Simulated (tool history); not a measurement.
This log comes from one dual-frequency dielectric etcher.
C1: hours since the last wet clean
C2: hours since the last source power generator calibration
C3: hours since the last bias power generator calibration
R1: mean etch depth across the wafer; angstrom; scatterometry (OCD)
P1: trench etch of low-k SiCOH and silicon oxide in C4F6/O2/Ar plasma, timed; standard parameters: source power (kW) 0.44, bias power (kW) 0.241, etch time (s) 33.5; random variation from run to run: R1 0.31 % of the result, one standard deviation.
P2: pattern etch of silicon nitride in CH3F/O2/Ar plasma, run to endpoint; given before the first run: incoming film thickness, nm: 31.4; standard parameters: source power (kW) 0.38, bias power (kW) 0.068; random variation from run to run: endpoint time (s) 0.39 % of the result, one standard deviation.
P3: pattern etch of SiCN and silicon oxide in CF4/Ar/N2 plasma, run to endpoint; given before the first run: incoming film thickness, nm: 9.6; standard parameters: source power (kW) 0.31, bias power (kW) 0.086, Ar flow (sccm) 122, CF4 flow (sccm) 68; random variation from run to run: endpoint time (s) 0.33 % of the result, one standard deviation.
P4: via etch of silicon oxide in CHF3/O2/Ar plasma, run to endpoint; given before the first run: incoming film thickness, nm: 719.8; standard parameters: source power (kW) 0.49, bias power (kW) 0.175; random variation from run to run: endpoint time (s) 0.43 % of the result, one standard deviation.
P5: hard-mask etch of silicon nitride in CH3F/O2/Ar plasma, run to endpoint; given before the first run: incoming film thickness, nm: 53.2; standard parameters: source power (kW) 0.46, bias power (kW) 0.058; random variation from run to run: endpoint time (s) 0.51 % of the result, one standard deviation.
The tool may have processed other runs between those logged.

Run 1, hour 14.4: process that ran P1, source power (kW) 0.44, bias power (kW) 0.241, etch time (s) 33.5; C1 133.4; C2 1077.4; C3 598.5. Result: R1 1150.5 angstrom.
Run 2, hour 33.3: process that ran P2, source power (kW) 0.38, bias power (kW) 0.093; C1 152.3; C2 1096.3; C3 617.4. Result: endpoint time (s) 42.432.
Run 3, hour 46: process that ran P1, source power (kW) 0.35, bias power (kW) 0.241, etch time (s) 48.5; C1 165; C2 1109; C3 630.1. Result: R1 1525.8 angstrom.
Run 4, hour 64.2: process that ran P1, source power (kW) 0.44, bias power (kW) 0.241, etch time (s) 20; C1 183.2; C2 1127.2; C3 648.3. Result: R1 687.54 angstrom.
Run 5, hour 79: process that ran P1, source power (kW) 0.44, bias power (kW) 0.241, etch time (s) 33.5; C1 198; C2 1142; C3 663.1. Result: R1 1154.9 angstrom.
Run 6, hour 92.8: process that ran P1, source power (kW) 0.44, bias power (kW) 0.174, etch time (s) 33.5; C1 211.8; C2 1155.8; C3 676.9. Result: R1 1030.3 angstrom.
Run 7, hour 108.6: process that ran P4, source power (kW) 0.49, bias power (kW) 0.175; C1 227.6; C2 1171.6; C3 692.7. Result: endpoint time (s) 400.71.
Run 8, hour 124.7: process that ran P1, source power (kW) 0.56, bias power (kW) 0.241, etch time (s) 33.5; C1 243.7; C2 1187.7; C3 708.8. Result: R1 1259.4 angstrom.
Run 9, hour 142.9: process that ran P3, source power (kW) 0.31, bias power (kW) 0.086, Ar flow (sccm) 122, CF4 flow (sccm) 68; C1 261.9; C2 1205.9; C3 727. Result: endpoint time (s) 14.523.
Run 10, hour 152.9: process that ran P3, source power (kW) 0.31, bias power (kW) 0.086, Ar flow (sccm) 122, CF4 flow (sccm) 47; C1 271.9; C2 1215.9; C3 737. Result: endpoint time (s) 15.432.
Run 11, hour 171.1: process that ran P2, source power (kW) 0.49, bias power (kW) 0.068; C1 290.1; C2 1234.1; C3 755.2. Result: endpoint time (s) 42.87.
Run 12, hour 185: process that ran P5, source power (kW) 0.46, bias power (kW) 0.058; C1 304; C2 1248; C3 769.1. Result: endpoint time (s) 75.502.
Run 13, hour 197.3: process that ran P1, source power (kW) 0.44, bias power (kW) 0.241, etch time (s) 33.5; C1 316.3; C2 1260.3; C3 781.4. Result: R1 1152 angstrom.
Run 14, hour 212.6: process that ran P5, source power (kW) 0.46, bias power (kW) 0.058; C1 331.6; C2 1275.6; C3 796.7. Result: endpoint time (s) 76.215.
Run 15, hour 231.4: process that ran P4, source power (kW) 0.49, bias power (kW) 0.124; C1 350.4; C2 1294.4; C3 815.5. Result: endpoint time (s) 448.58.
Run 16, hour 249.5: process that ran P3, source power (kW) 0.31, bias power (kW) 0.086, Ar flow (sccm) 82, CF4 flow (sccm) 68; C1 368.5; C2 1312.5; C3 833.6. Result: endpoint time (s) 13.749.
Run 17, hour 265.8: process that ran P3, source power (kW) 0.31, bias power (kW) 0.086, Ar flow (sccm) 122, CF4 flow (sccm) 68; C1 384.8; C2 1328.8; C3 849.9. Result: endpoint time (s) 14.617.
Run 18, hour 281.1: process that ran P1, source power (kW) 0.44, bias power (kW) 0.296, etch time (s) 43.5; C1 400.1; C2 1344.1; C3 865.2. Result: R1 1605.8 angstrom.
Run 19, hour 290.9: process that ran P1, source power (kW) 0.44, bias power (kW) 0.241, etch time (s) 33.5; C1 409.9; C2 1353.9; C3 875. Result: R1 1141.4 angstrom.
Run 20, hour 306.4: process that ran P1, source power (kW) 0.44, bias power (kW) 0.241, etch time (s) 33.5; C1 425.4; C2 1369.4; C3 890.5. Result: R1 1148.4 angstrom.
At hour 307.1: bias power generator calibrated.
Run 21, hour 320.6: process that ran P5, source power (kW) 0.56, bias power (kW) 0.058; C1 439.6; C2 1383.6; C3 13.6. Result: endpoint time (s) 69.894.
Run 22, hour 337.5: process that ran P3, source power (kW) 0.31, bias power (kW) 0.053, Ar flow (sccm) 122, CF4 flow (sccm) 68; C1 456.5; C2 1400.5; C3 30.5. Result: endpoint time (s) 17.258.
Run 23, hour 350.6: process that ran P5, source power (kW) 0.46, bias power (kW) 0.035; C1 469.6; C2 1413.6; C3 43.6. Result: endpoint time (s) 87.742.
Run 24, hour 363.1: process that ran P1, source power (kW) 0.52, bias power (kW) 0.241, etch time (s) 22; C1 482.1; C2 1426.1; C3 56.1. Result: R1 800.34 angstrom.
Run 25, hour 380.3: process that ran P1, source power (kW) 0.44, bias power (kW) 0.241, etch time (s) 43; C1 499.3; C2 1443.3; C3 73.3. Result: R1 1469.5 angstrom.
Run 26, hour 391.5: process that ran P1, source power (kW) 0.44, bias power (kW) 0.241, etch time (s) 33.5; C1 510.5; C2 1454.5; C3 84.5. Result: R1 1150.3 angstrom.
Run 27, hour 408.9: process that ran P1, source power (kW) 0.44, bias power (kW) 0.241, etch time (s) 33.5; C1 527.9; C2 1471.9; C3 101.9. Result: R1 1144.8 angstrom.
Run 28, hour 425.1: process that ran P1, source power (kW) 0.34, bias power (kW) 0.241, etch time (s) 33.5; C1 544.1; C2 1488.1; C3 118.1. Result: R1 1042.4 angstrom.

What will run 29 give?
Run 29, hour 439.8: process that ran P4, source power (kW) 0.31, bias power (kW) 0.175; C1 558.8; C2 1502.8; C3 132.8. Result: endpoint time (s) ?.

endpoint time (s): 475.67

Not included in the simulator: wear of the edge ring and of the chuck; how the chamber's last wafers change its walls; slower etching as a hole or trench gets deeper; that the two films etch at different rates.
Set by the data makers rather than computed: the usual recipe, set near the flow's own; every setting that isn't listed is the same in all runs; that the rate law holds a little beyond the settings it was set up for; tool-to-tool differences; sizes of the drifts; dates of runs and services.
